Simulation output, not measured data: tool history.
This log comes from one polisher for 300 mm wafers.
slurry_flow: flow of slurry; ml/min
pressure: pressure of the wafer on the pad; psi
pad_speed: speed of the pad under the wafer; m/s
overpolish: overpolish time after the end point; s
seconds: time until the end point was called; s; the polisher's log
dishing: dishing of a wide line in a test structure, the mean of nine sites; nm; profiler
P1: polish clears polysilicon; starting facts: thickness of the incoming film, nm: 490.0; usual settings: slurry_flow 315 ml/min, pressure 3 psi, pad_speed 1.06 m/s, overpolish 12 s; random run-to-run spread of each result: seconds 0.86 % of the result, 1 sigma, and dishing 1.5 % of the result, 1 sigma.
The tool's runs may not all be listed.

run	hour	slurry_flow	pressure	pad_speed	overpolish	wafers polished on this pad	hours since the slurry nozzle was cleaned	hours since the head pressure was calibrated	seconds	dishing
1	11.2	315	3	1.06	12	992	294.6	461.9	26.754	43.599
2	20.7	315	3	1.06	12	1135	304.1	471.4	25.993	44.384
3	38.9	315	3	1.06	12	1408	322.3	489.6	26.332	44.509
4	49.8	315	1.8	1.06	12	1571	333.2	500.5	43.475	42.38
5	67.4	315	4.5	1.06	6	1835	350.8	518.1	17.995	43.69
6	84.3	315	3	1.06	12	2089	367.7	535	26.665	43.369
7	97.8	315	3	1.06	21	2291	381.2	548.5	26.222	44.802
8	113.7	315	3	1.06	12	2530	397.1	564.4	26.616	44.644
9	124.6	315	1.8	1.06	4	2693	408	575.3	43.924	27.235
10	142.9	315	3	1.06	12	2968	426.3	593.6	26.842	45.198
11	158.7	315	3	0.54	12	3205	442.1	609.4	52.096	40.854
12	169.2	235	3	1.06	6	3362	452.6	619.9	26.945	40.608
13	184.9	440	3	1.06	12	3598	468.3	635.6	25.713	45.467
14	196.8	190	3	1.06	12	3776	480.2	647.5	27.734	44.821
15	209.6	315	3	1.06	4	3968	493	660.3	26.413	36.221
16	228.9	315	4.2	1.06	12	4258	512.3	679.6	18.98	44.929
17	243	315	3	1.44	12	4469	526.4	693.7	19.674	44.906
18	260.5	315	3	1.06	12	4732	543.9	711.2	26.66	44.211
19	274	315	3	1.06	12	4934	557.4	724.7	26.914	44.544
20	292.1	315	3	1.06	12	5206	575.5	742.8	27.098	45.49
21	303.5	315	3	1.06	12	5377	586.9	754.2	27.56	44.57
22	315.9	315	3	1.06	12	5563	599.3	766.6	27.577	44.306
23	331.9	315	3	1.06	12	5803	615.3	782.6	27.644	44.919
24	340.8	315	3	1.06	12	5936	624.2	791.5	27.479	44.607
# hour 345.7: head pressure recalibrated
25	355.1	315	3	1.06	12	6151	638.5	9.4	28.103	43.735
26	369	315	3	1.06	12	6359	652.4	23.3	27.728	44.905
27	377.4	315	3	1.06	12	6485	660.8	31.7	27.947	44.898

What P1 gives has crept off from where it sat before. The 2 causes that follow fit the log equally well, each at the size noted:
A: slurry flow missing at the pad, % = 38.4
B: removal rate lost through wear of the pad, % = 5.14
The drift started at roughly hour 260.5.
The rest of the possible causes, and what rules out each one:
head's pressure below its setpoint, %: was serviced at hour 345.7, once the creep was under way, yet the earlier output never came back

The list below offers 4 check runs, each averaging the results of 5 wafers, and shows each result as a question mark. For which of them would the listed causes give clearly different results?
check 1	385.8	315	4.1	0.7	12				?	?
check 2	385.8	315	2.3	0.76	12				?	?
check 3	385.8	190	2.4	1.06	12				?	?
check 4	385.8	315	3	0.74	12				?	?

Predicted outcomes, by check and by cause:
check	result	if A	if B
check 1	seconds	30.899	30.899
check 1	dishing	44.122	44.122
check 2	seconds	50.732	50.732
check 2	dishing	41.255	41.255
check 3	seconds	38.051	36.853
check 3	dishing	43.289	43.449
check 4	seconds	39.946	39.946
check 4	dishing	43.023	43.023
Minimum pairwise separation of causes per check, each pair taken at its best-separating result: check 1 0 %; check 2 0 %; check 3 3.2 %; check 4 0 %
Of the check runs offered, only check 3 discriminates between the causes; the rest would read about the same regardless of which cause applies.

Check 3 was then run and gave: seconds 37.092 s; dishing 43.61 nm. Which cause is it?

The cause is B: removal rate lost through wear of the pad, %.
